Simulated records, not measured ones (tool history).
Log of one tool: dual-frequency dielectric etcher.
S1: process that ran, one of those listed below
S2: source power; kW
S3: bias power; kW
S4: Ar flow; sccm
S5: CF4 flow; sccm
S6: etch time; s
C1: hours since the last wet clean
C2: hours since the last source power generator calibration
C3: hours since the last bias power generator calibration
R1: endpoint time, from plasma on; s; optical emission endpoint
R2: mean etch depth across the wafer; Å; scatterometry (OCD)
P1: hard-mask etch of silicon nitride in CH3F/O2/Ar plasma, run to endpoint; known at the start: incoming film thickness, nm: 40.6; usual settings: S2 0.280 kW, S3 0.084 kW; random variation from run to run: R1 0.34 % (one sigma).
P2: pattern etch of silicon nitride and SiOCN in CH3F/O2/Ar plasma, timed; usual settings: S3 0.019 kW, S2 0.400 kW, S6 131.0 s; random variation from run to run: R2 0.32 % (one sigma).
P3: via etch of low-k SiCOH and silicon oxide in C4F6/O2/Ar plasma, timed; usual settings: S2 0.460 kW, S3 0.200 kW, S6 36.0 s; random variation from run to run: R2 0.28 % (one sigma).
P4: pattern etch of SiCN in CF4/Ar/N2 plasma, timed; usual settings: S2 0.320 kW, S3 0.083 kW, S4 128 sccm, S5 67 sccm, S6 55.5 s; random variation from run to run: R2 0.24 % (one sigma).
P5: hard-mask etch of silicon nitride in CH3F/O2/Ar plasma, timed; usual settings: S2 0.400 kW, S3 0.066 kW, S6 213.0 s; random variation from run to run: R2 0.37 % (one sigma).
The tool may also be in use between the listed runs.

run     day  S1     S2     S3   S4  S5     S6     C1      C2      C3      R1       R2
  1   0.162  P1  0.280  0.084                  248.3   778.3  2517.2  63.408
  2   0.396  P1  0.380  0.084                  253.9   783.9  2522.8  56.857
  3   0.583  P4  0.320  0.083  158  67   55.5  258.4   788.4  2527.3           345.36
  4   0.917  P2  0.400  0.019            95.0  266.4   796.4  2535.3           119.09
  5   1.196  P3  0.270  0.200            36.0  273.1   803.1  2542.0           834.25
  6   1.483  P4  0.320  0.083  128  67   72.5  280.0   810.0  2548.9           466.79
  7   1.808  P3  0.460  0.131            36.0  287.8   817.8  2556.7           902.35
  8   2.008  P4  0.320  0.055  128  67   55.5  292.6   822.6  2561.5           306.82
  9   2.254  P4  0.240  0.083  128  67   55.5  298.5   828.5  2567.4           277.58
 10   2.567  P5  0.400  0.066           213.0  306.0   836.0  2574.9          1427.90
 11   2.779  P1  0.280  0.084                  311.1   841.1  2580.0  63.218
 12   3.154  P1  0.350  0.052                  320.1   850.1  2589.0  68.848
 13   3.479  P1  0.280  0.084                  327.9   857.9  2596.8  63.439
 14   3.762  P5  0.510  0.066           213.0  334.7   864.7  2603.6          1563.80
 15   4.125  P1  0.280  0.084                  343.4   873.4  2612.3  63.230
 16   4.454  P1  0.180  0.111                  351.3   881.3  2620.2  66.876
 17   4.750  P1  0.280  0.109                  358.4   888.4  2627.3  57.440
 18   4.962  P3  0.460  0.200            53.0  363.5   893.5  2632.4          1508.30
 19   5.204  P5  0.400  0.084           213.0  369.3   899.3  2638.2          1553.20
 20   5.408  P1  0.280  0.051                  374.2   904.2  2643.1  75.254
 21   5.762  P2  0.400  0.019           131.0  382.7   912.7  2651.6           163.61
 22   6.042  P4  0.320  0.083  128  82   55.5  389.4   919.4  2658.3           367.06
 23   6.321  P2  0.530  0.019           131.0  396.1   926.1  2665.0           181.14
 24   6.579  P5  0.400  0.066           305.0  402.3   932.3  2671.2          2046.20
 25   6.946  P4  0.320  0.083  128  67   55.5  411.1   941.1  2680.0           355.99
 26   7.146  P1  0.280  0.084                  415.9   945.9  2684.8  63.458
 27   7.408  P1  0.160  0.084                  422.2   952.2  2691.1  78.081
 28   7.704  P3  0.460  0.200            36.0  429.3   959.3  2698.2          1030.60
 29   8.058  P1  0.190  0.067                  437.8   967.8  2706.7  79.718
 30   8.400  P2  0.400  0.019           131.0  446.0   976.0  2714.9           164.07
 31   8.733  P3  0.460  0.200            36.0  454.0   984.0  2722.9          1027.40
 32   9.046  P5  0.400  0.066           213.0  461.5   991.5  2730.4          1433.50
 33   9.312  P2  0.400  0.011           131.0  467.9   997.9  2736.8           132.24
 34   9.567  P1  0.280  0.084                  474.0  1004.0  2742.9  63.503
 35   9.750  P1  0.280  0.084                  478.4  1008.4  2747.3  63.235
 36  10.088  P1  0.280  0.084                  486.5  1016.5  2755.4  62.831
 37  10.250  P1  0.280  0.084                  490.4  1020.4  2759.3  62.791
 38  10.492  P1  0.280  0.084                  496.2  1026.2  2765.1  62.852
 39  10.742  P1  0.280  0.084                  502.2  1032.2  2771.1  62.476
 40  11.050  P1  0.280  0.084                  509.6  1039.6  2778.5  62.458
 41  11.350  P1  0.280  0.084                  516.8  1046.8  2785.7  62.505
     11.504  -- wet clean of the chamber
 42  11.658  P1  0.280  0.084                    3.8  1054.2  2793.1  62.434
 43  11.900  P1  0.280  0.084                    9.6  1060.0  2798.9  62.361
 44  12.208  P1  0.280  0.084                   17.0  1067.4  2806.3  62.229

What P1 gives has crept away from where it was. These 2 causes fit the log equally well, each at the size given:
A: bias power that arrives over what is set, % = 4.74
B: source power that arrives over what is set, % = 4.63
The creep began at about day 9.567.
Why every other cause is out:
chamber walls in a state that raises the etch rate, %: serviced at day 11.504, which brought nothing back

4 check runs are offered, one wafer each, their results left as question marks. Which one tells the causes apart?
check 1  12.517  P5  0.400  0.066           213.0                   ?
check 2  12.517  P2  0.400  0.019           131.0                   ?
check 3  12.517  P3  0.460  0.200            36.0                   ?
check 4  12.517  P4  0.320  0.083  128  67   55.5                   ?

What each check would give under each cause:
  check  result     if A     if B
check 1      R2  1450.20  1452.50
check 2      R2   167.46   166.77
check 3      R2  1042.90  1045.70
check 4      R2   363.14   371.07
How far apart the two closest causes lie, in the result that separates them most: check 1 0.16 %; check 2 0.41 %; check 3 0.27 %; check 4 2.16 %
Check 4 tells the causes apart: in the others they would give nearly the same result.

Check 4 was then run and gave: R2 363.00 Å. Which cause is it?

It is A: bias power that arrives over what is set, %.
